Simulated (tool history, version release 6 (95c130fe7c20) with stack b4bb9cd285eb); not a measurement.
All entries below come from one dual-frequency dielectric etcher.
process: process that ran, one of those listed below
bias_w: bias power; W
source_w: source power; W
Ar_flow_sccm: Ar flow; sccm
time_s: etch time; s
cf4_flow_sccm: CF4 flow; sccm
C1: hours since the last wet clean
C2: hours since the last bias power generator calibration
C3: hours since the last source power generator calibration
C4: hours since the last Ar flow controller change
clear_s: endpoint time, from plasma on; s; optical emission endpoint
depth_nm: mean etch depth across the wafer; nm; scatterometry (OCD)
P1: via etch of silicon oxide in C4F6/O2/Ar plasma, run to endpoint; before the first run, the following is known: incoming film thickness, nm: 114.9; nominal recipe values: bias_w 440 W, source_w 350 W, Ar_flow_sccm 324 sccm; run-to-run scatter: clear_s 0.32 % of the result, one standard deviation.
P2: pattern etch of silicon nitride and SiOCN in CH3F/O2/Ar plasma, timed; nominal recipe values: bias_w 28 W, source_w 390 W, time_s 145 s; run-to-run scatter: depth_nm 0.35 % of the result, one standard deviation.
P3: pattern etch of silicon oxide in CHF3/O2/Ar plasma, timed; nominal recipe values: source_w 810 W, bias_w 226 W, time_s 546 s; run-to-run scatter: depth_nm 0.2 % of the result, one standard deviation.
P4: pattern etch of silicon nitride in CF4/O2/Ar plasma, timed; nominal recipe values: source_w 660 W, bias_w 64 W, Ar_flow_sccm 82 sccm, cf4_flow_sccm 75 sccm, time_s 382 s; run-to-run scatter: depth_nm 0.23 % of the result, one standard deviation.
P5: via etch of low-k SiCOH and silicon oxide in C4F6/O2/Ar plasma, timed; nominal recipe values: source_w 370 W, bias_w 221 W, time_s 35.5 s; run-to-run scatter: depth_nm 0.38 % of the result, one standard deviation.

run 1 day=0.196 | process=P1 bias_w=440 source_w=350 Ar_flow_sccm=324 | C1=121.9 C2=1484.8 C3=1851.8 C4=4291.8 | clear_s=28.496
run 2 day=0.488 | process=P1 bias_w=440 source_w=350 Ar_flow_sccm=257 | C1=128.9 C2=1491.8 C3=1858.8 C4=4298.8 | clear_s=27.802
run 3 day=0.692 | process=P1 bias_w=440 source_w=290 Ar_flow_sccm=422 | C1=133.8 C2=1496.7 C3=1863.7 C4=4303.7 | clear_s=31.809
run 4 day=0.938 | process=P1 bias_w=306 source_w=350 Ar_flow_sccm=324 | C1=139.7 C2=1502.6 C3=1869.6 C4=4309.6 | clear_s=32.575
run 5 day=1.354 | process=P1 bias_w=440 source_w=350 Ar_flow_sccm=324 | C1=149.7 C2=1512.6 C3=1879.6 C4=4319.6 | clear_s=28.718
run 6 day=1.671 | process=P3 bias_w=226 source_w=810 time_s=300.5 | C1=157.3 C2=1520.2 C3=1887.2 C4=4327.2 | depth_nm=750.51
-- day=1.733 wet clean of the chamber
run 7 day=2.004 | process=P1 bias_w=617 source_w=350 Ar_flow_sccm=324 | C1=6.6 C2=1528.2 C3=1895.2 C4=4335.2 | clear_s=25.174
run 8 day=2.429 | process=P4 bias_w=64 source_w=660 Ar_flow_sccm=82 time_s=382 cf4_flow_sccm=45 | C1=16.8 C2=1538.4 C3=1905.4 C4=4345.4 | depth_nm=941.02
run 9 day=2.738 | process=P1 bias_w=440 source_w=350 Ar_flow_sccm=324 | C1=24.2 C2=1545.8 C3=1912.8 C4=4352.8 | clear_s=28.54
run 10 day=2.975 | process=P3 bias_w=226 source_w=990 time_s=546 | C1=29.9 C2=1551.5 C3=1918.5 C4=4358.5 | depth_nm=1478.5
run 11 day=3.329 | process=P5 bias_w=221 source_w=460 time_s=35.5 | C1=38.4 C2=1560 C3=1927 C4=4367 | depth_nm=102.63
run 12 day=3.717 | process=P1 bias_w=440 source_w=350 Ar_flow_sccm=324 | C1=47.7 C2=1569.3 C3=1936.3 C4=4376.3 | clear_s=28.64
run 13 day=3.942 | process=P1 bias_w=559 source_w=280 Ar_flow_sccm=324 | C1=53.1 C2=1574.7 C3=1941.7 C4=4381.7 | clear_s=28.445
run 14 day=4.179 | process=P2 bias_w=28 source_w=470 time_s=145 | C1=58.8 C2=1580.4 C3=1947.4 C4=4387.4 | depth_nm=22.511
run 15 day=4.454 | process=P4 bias_w=64 source_w=660 Ar_flow_sccm=82 time_s=382 cf4_flow_sccm=75 | C1=65.4 C2=1587 C3=1954 C4=4394 | depth_nm=1005.2
run 16 day=4.671 | process=P3 bias_w=226 source_w=810 time_s=546 | C1=70.6 C2=1592.2 C3=1959.2 C4=4399.2 | depth_nm=1366.3
run 17 day=5.088 | process=P4 bias_w=64 source_w=660 Ar_flow_sccm=67 time_s=382 cf4_flow_sccm=75 | C1=80.6 C2=1602.2 C3=1969.2 C4=4409.2 | depth_nm=1024.2
run 18 day=5.512 | process=P4 bias_w=44 source_w=660 Ar_flow_sccm=82 time_s=382 cf4_flow_sccm=75 | C1=90.8 C2=1612.4 C3=1979.4 C4=4419.4 | depth_nm=870.95
run 19 day=5.888 | process=P5 bias_w=143 source_w=370 time_s=35.5 | C1=99.8 C2=1621.4 C3=1988.4 C4=4428.4 | depth_nm=81.989
run 20 day=6.225 | process=P1 bias_w=440 source_w=350 Ar_flow_sccm=324 | C1=107.9 C2=1629.5 C3=1996.5 C4=4436.5 | clear_s=28.528
run 21 day=6.483 | process=P4 bias_w=64 source_w=540 Ar_flow_sccm=82 time_s=382 cf4_flow_sccm=75 | C1=114.1 C2=1635.7 C3=2002.7 C4=4442.7 | depth_nm=842.69
run 22 day=6.929 | process=P5 bias_w=221 source_w=370 time_s=35.5 | C1=124.8 C2=1646.4 C3=2013.4 C4=4453.4 | depth_nm=95.235
run 23 day=7.258 | process=P2 bias_w=28 source_w=390 time_s=94.5 | C1=132.7 C2=1654.3 C3=2021.3 C4=4461.3 | depth_nm=13.711
run 24 day=7.654 | process=P1 bias_w=440 source_w=350 Ar_flow_sccm=402 | C1=142.2 C2=1663.8 C3=2030.8 C4=4470.8 | clear_s=29.372
run 25 day=7.95 | process=P2 bias_w=28 source_w=390 time_s=145 | C1=149.3 C2=1670.9 C3=2037.9 C4=4477.9 | depth_nm=21.094
run 26 day=8.246 | process=P5 bias_w=221 source_w=370 time_s=35.5 | C1=156.4 C2=1678 C3=2045 C4=4485 | depth_nm=94.697
run 27 day=8.533 | process=P4 bias_w=64 source_w=660 Ar_flow_sccm=82 time_s=253.5 cf4_flow_sccm=75 | C1=163.3 C2=1684.9 C3=2051.9 C4=4491.9 | depth_nm=663.7
run 28 day=8.829 | process=P2 bias_w=23 source_w=390 time_s=145 | C1=170.4 C2=1692 C3=2059 C4=4499 | depth_nm=19.256
run 29 day=9.179 | process=P3 bias_w=226 source_w=810 time_s=546 | C1=178.8 C2=1700.4 C3=2067.4 C4=4507.4 | depth_nm=1359.7
run 30 day=9.429 | process=P1 bias_w=440 source_w=220 Ar_flow_sccm=324 | C1=184.8 C2=1706.4 C3=2073.4 C4=4513.4 | clear_s=34.065
run 31 day=9.696 | process=P3 bias_w=269 source_w=810 time_s=546 | C1=191.2 C2=1712.8 C3=2079.8 C4=4519.8 | depth_nm=1449
run 32 day=10.029 | process=P1 bias_w=440 source_w=460 Ar_flow_sccm=324 | C1=199.2 C2=1720.8 C3=2087.8 C4=4527.8 | clear_s=25.818
run 33 day=10.404 | process=P5 bias_w=221 source_w=370 time_s=52 | C1=208.2 C2=1729.8 C3=2096.8 C4=4536.8 | depth_nm=138.73
run 34 day=10.767 | process=P1 bias_w=440 source_w=350 Ar_flow_sccm=324 | C1=216.9 C2=1738.5 C3=2105.5 C4=4545.5 | clear_s=28.588
run 35 day=11.046 | process=P1 bias_w=440 source_w=350 Ar_flow_sccm=324 | C1=223.6 C2=1745.2 C3=2112.2 C4=4552.2 | clear_s=28.754
run 36 day=11.392 | process=P1 bias_w=440 source_w=350 Ar_flow_sccm=324 | C1=231.9 C2=1753.5 C3=2120.5 C4=4560.5 | clear_s=28.935
run 37 day=11.671 | process=P1 bias_w=440 source_w=350 Ar_flow_sccm=324 | C1=238.6 C2=1760.2 C3=2127.2 C4=4567.2 | clear_s=28.889
run 38 day=11.929 | process=P1 bias_w=440 source_w=350 Ar_flow_sccm=324 | C1=244.8 C2=1766.4 C3=2133.4 C4=4573.4 | clear_s=29.151

Predict the results of run 39:
-- day=11.95 wet clean of the chamber
run 39 day=12.183 | process=P1 bias_w=440 source_w=350 Ar_flow_sccm=324 | C1=5.7 C2=1772.5 C3=2139.5 C4=4579.5 | clear_s=?

{"run 39": {"clear_s": 29.06}}

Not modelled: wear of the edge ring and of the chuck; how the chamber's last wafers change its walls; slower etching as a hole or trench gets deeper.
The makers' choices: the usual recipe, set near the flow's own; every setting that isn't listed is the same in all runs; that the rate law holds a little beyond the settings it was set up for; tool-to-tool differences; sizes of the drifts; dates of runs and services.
